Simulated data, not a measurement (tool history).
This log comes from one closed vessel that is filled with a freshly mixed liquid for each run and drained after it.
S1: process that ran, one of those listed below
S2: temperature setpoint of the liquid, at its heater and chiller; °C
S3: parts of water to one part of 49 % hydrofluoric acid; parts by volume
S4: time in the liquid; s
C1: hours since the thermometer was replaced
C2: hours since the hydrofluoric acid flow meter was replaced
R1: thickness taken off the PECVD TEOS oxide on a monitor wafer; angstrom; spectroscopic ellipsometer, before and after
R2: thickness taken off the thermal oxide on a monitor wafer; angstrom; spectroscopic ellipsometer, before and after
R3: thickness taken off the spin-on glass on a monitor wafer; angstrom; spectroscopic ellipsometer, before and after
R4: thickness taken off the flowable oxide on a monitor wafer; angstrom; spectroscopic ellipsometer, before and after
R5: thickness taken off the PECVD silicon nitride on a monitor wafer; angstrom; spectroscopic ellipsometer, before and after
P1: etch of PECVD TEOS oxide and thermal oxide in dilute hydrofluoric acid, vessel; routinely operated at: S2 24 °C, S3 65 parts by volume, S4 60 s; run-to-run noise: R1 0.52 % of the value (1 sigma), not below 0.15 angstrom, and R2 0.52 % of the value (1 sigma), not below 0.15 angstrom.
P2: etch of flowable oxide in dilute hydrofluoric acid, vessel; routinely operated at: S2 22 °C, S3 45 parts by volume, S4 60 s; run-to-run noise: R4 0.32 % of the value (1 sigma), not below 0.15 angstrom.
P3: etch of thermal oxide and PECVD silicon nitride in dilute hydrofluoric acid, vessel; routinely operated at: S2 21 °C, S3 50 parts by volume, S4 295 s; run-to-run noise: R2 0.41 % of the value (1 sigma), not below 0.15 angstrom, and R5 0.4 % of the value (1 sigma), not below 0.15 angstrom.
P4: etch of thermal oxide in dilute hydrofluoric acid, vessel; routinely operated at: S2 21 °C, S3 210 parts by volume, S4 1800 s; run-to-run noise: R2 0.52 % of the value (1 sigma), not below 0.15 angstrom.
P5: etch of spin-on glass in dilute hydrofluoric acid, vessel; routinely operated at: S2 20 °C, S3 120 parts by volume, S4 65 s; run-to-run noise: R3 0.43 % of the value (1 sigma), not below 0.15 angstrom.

Run 1, hour 8.5: S1 P1, S2 24 °C, S3 65 parts by volume, S4 60 s; C1 856.5; C2 1573. Result: R1 152.1 angstrom, R2 48.377 angstrom.
Run 2, hour 13.4: S1 P1, S2 24 °C, S3 90 parts by volume, S4 60 s; C1 861.4; C2 1577.9. Result: R1 106.06 angstrom, R2 34.214 angstrom.
Run 3, hour 19.4: S1 P5, S2 20 °C, S3 120 parts by volume, S4 30 s; C1 867.4; C2 1583.9. Result: R3 79.875 angstrom.
Run 4, hour 25.7: S1 P4, S2 21 °C, S3 210 parts by volume, S4 3315 s; C1 873.7; C2 1590.2. Result: R2 547.77 angstrom.
Run 5, hour 34.1: S1 P5, S2 17 °C, S3 120 parts by volume, S4 65 s; C1 882.1; C2 1598.6. Result: R3 152.81 angstrom.
Run 6, hour 43.3: S1 P1, S2 24 °C, S3 65 parts by volume, S4 60 s; C1 891.3; C2 1607.8. Result: R1 152.98 angstrom, R2 48.817 angstrom.
At hour 45.9: thermometer replaced.
Run 7, hour 49.1: S1 P1, S2 18 °C, S3 25 parts by volume, S4 60 s; C1 3.2; C2 1613.6. Result: R1 323.14 angstrom, R2 102.42 angstrom.
Run 8, hour 59.2: S1 P2, S2 22 °C, S3 75 parts by volume, S4 60 s; C1 13.3; C2 1623.7. Result: R4 336.79 angstrom.
Run 9, hour 64.9: S1 P2, S2 22 °C, S3 45 parts by volume, S4 60 s; C1 19; C2 1629.4. Result: R4 582.69 angstrom.
Run 10, hour 71: S1 P2, S2 22 °C, S3 45 parts by volume, S4 30 s; C1 25.1; C2 1635.5. Result: R4 290.8 angstrom.
Run 11, hour 76.9: S1 P1, S2 24 °C, S3 65 parts by volume, S4 30 s; C1 31; C2 1641.4. Result: R1 75.695 angstrom, R2 24.724 angstrom.
Run 12, hour 84.2: S1 P4, S2 17 °C, S3 210 parts by volume, S4 1800 s; C1 38.3; C2 1648.7. Result: R2 258.67 angstrom.
Run 13, hour 89.4: S1 P3, S2 21 °C, S3 85 parts by volume, S4 295 s; C1 43.5; C2 1653.9. Result: R2 152.43 angstrom, R5 50.203 angstrom.
Run 14, hour 99.4: S1 P3, S2 21 °C, S3 50 parts by volume, S4 545 s; C1 53.5; C2 1663.9. Result: R2 501.4 angstrom, R5 154.43 angstrom.
Run 15, hour 108.2: S1 P3, S2 17 °C, S3 50 parts by volume, S4 295 s; C1 62.3; C2 1672.7. Result: R2 227.88 angstrom, R5 63.749 angstrom.
Run 16, hour 115.2: S1 P1, S2 30.5 °C, S3 35 parts by volume, S4 60 s; C1 69.3; C2 1679.7. Result: R1 383.48 angstrom, R2 121.92 angstrom.
Run 17, hour 122.8: S1 P5, S2 20 °C, S3 200 parts by volume, S4 65 s; C1 76.9; C2 1687.3. Result: R3 96.31 angstrom.
Run 18, hour 131: S1 P5, S2 20 °C, S3 120 parts by volume, S4 65 s; C1 85.1; C2 1695.5. Result: R3 174.16 angstrom.
Run 19, hour 140.6: S1 P5, S2 20 °C, S3 120 parts by volume, S4 65 s; C1 94.7; C2 1705.1. Result: R3 172.28 angstrom.
Run 20, hour 150.3: S1 P4, S2 21 °C, S3 210 parts by volume, S4 1800 s; C1 104.4; C2 1714.8. Result: R2 298.42 angstrom.
Run 21, hour 160.1: S1 P3, S2 21 °C, S3 50 parts by volume, S4 295 s; C1 114.2; C2 1724.6. Result: R2 269.59 angstrom, R5 83.929 angstrom.
Run 22, hour 168.9: S1 P1, S2 24 °C, S3 65 parts by volume, S4 60 s; C1 123; C2 1733.4. Result: R1 153.11 angstrom, R2 48.673 angstrom.
Run 23, hour 175.9: S1 P4, S2 21 °C, S3 210 parts by volume, S4 1800 s; C1 130; C2 1740.4. Result: R2 297.97 angstrom.
Run 24, hour 182.1: S1 P3, S2 21 °C, S3 50 parts by volume, S4 295 s; C1 136.2; C2 1746.6. Result: R2 270.34 angstrom, R5 83.676 angstrom.
Run 25, hour 187.4: S1 P2, S2 22 °C, S3 45 parts by volume, S4 60 s; C1 141.5; C2 1751.9. Result: R4 584.47 angstrom.
Run 26, hour 193.6: S1 P4, S2 21 °C, S3 35 parts by volume, S4 1800 s; C1 147.7; C2 1758.1. Result: R2 2183.6 angstrom.
Run 27, hour 201.4: S1 P1, S2 24 °C, S3 65 parts by volume, S4 60 s; C1 155.5; C2 1765.9. Result: R1 152.42 angstrom, R2 48.776 angstrom.
Run 28, hour 207.9: S1 P1, S2 24 °C, S3 65 parts by volume, S4 60 s; C1 162; C2 1772.4. Result: R1 152.25 angstrom, R2 49.048 angstrom.
Run 29, hour 213.3: S1 P1, S2 24 °C, S3 65 parts by volume, S4 60 s; C1 167.4; C2 1777.8. Result: R1 152.73 angstrom, R2 48.569 angstrom.
Run 30, hour 218.7: S1 P1, S2 24 °C, S3 65 parts by volume, S4 100 s; C1 172.8; C2 1783.2. Result: R1 253.21 angstrom, R2 81.278 angstrom.
Run 31, hour 228.6: S1 P2, S2 17 °C, S3 45 parts by volume, S4 60 s; C1 182.7; C2 1793.1. Result: R4 468.85 angstrom.
Run 32, hour 234: S1 P1, S2 28.5 °C, S3 65 parts by volume, S4 60 s; C1 188.1; C2 1798.5. Result: R1 181.47 angstrom, R2 57.522 angstrom.
Run 33, hour 241.6: S1 P1, S2 24 °C, S3 20 parts by volume, S4 60 s; C1 195.7; C2 1806.1. Result: R1 528.2 angstrom, R2 168.1 angstrom.
Run 34, hour 246.5: S1 P1, S2 18 °C, S3 65 parts by volume, S4 60 s; C1 200.6; C2 1811. Result: R1 118.42 angstrom, R2 38.225 angstrom.
Run 35, hour 251.8: S1 P1, S2 24 °C, S3 65 parts by volume, S4 60 s; C1 205.9; C2 1816.3. Result: R1 152.86 angstrom, R2 48.885 angstrom.
Run 36, hour 260.2: S1 P1, S2 24 °C, S3 65 parts by volume, S4 60 s; C1 214.3; C2 1824.7. Result: R1 157.56 angstrom, R2 50.536 angstrom.
Run 37, hour 265.5: S1 P1, S2 24 °C, S3 65 parts by volume, S4 60 s; C1 219.6; C2 1830. Result: R1 158.45 angstrom, R2 51.034 angstrom.
Run 38, hour 273.1: S1 P1, S2 24 °C, S3 65 parts by volume, S4 60 s; C1 227.2; C2 1837.6. Result: R1 160.7 angstrom, R2 52.108 angstrom.
Run 39, hour 278.7: S1 P1, S2 24 °C, S3 65 parts by volume, S4 60 s; C1 232.8; C2 1843.2. Result: R1 163.74 angstrom, R2 52.153 angstrom.
Run 40, hour 283.7: S1 P1, S2 24 °C, S3 65 parts by volume, S4 60 s; C1 237.8; C2 1848.2. Result: R1 163.36 angstrom, R2 52.518 angstrom.
Run 41, hour 291: S1 P1, S2 24 °C, S3 65 parts by volume, S4 60 s; C1 245.1; C2 1855.5. Result: R1 164.41 angstrom, R2 52.304 angstrom.
Run 42, hour 299.3: S1 P1, S2 24 °C, S3 65 parts by volume, S4 60 s; C1 253.4; C2 1863.8. Result: R1 164.43 angstrom, R2 52.653 angstrom.
Run 43, hour 308.4: S1 P1, S2 24 °C, S3 65 parts by volume, S4 60 s; C1 262.5; C2 1872.9. Result: R1 165.51 angstrom, R2 53.193 angstrom.
Run 44, hour 319: S1 P1, S2 24 °C, S3 65 parts by volume, S4 60 s; C1 273.1; C2 1883.5. Result: R1 165.8 angstrom, R2 53.135 angstrom.
Run 45, hour 326.8: S1 P1, S2 24 °C, S3 65 parts by volume, S4 60 s; C1 280.9; C2 1891.3. Result: R1 166.39 angstrom, R2 52.899 angstrom.

P1 no longer gives what it gave before; its output has crept away from where it was. The following 2 causes, each at its listed size, fit the log equally well:
A: liquid hotter than its thermometer reads (K) = 2.17
B: hydrofluoric acid flow above the setpoint (%) = 8.41
The process output started creeping at around hour 251.8.

The check runs listed below each take one wafer, and their results are still question marks. Under which run would the listed causes lead to clearly different results?
Run check 1, hour 334.6: S1 P4, S2 17.5 °C, S3 210 parts by volume, S4 2985 s. Result: R2 ?.
Run check 2, hour 334.6: S1 P3, S2 21 °C, S3 80 parts by volume, S4 450 s. Result: R2 ?, R5 ?.
Run check 3, hour 334.6: S1 P5, S2 17 °C, S3 120 parts by volume, S4 30 s. Result: R3 ?.
Run check 4, hour 334.6: S1 P2, S2 22 °C, S3 60 parts by volume, S4 35 s. Result: R4 ?.

What every check run would give for each of its results, assuming each possible cause in turn:
  check  result    if A    if B
check 1      R2  472.07  477.39
check 2      R2  271.54  271.39
check 2      R5  93.497  87.398
check 3      R3   77.18  77.229
check 4      R4  273.94  273.17
Distance between the nearest two causes, measured in the result of the check that separates them most: check 1 1.12 %; check 2 6.75 %; check 3 0.06 %; check 4 0.28 %
Check 2 tells the causes apart: in the others they would give nearly the same result.

The results of check 2 are: R2 271.5 angstrom; R5 87.525 angstrom. Based on these, which of the listed causes is it?

It is B: hydrofluoric acid flow above the setpoint (%).
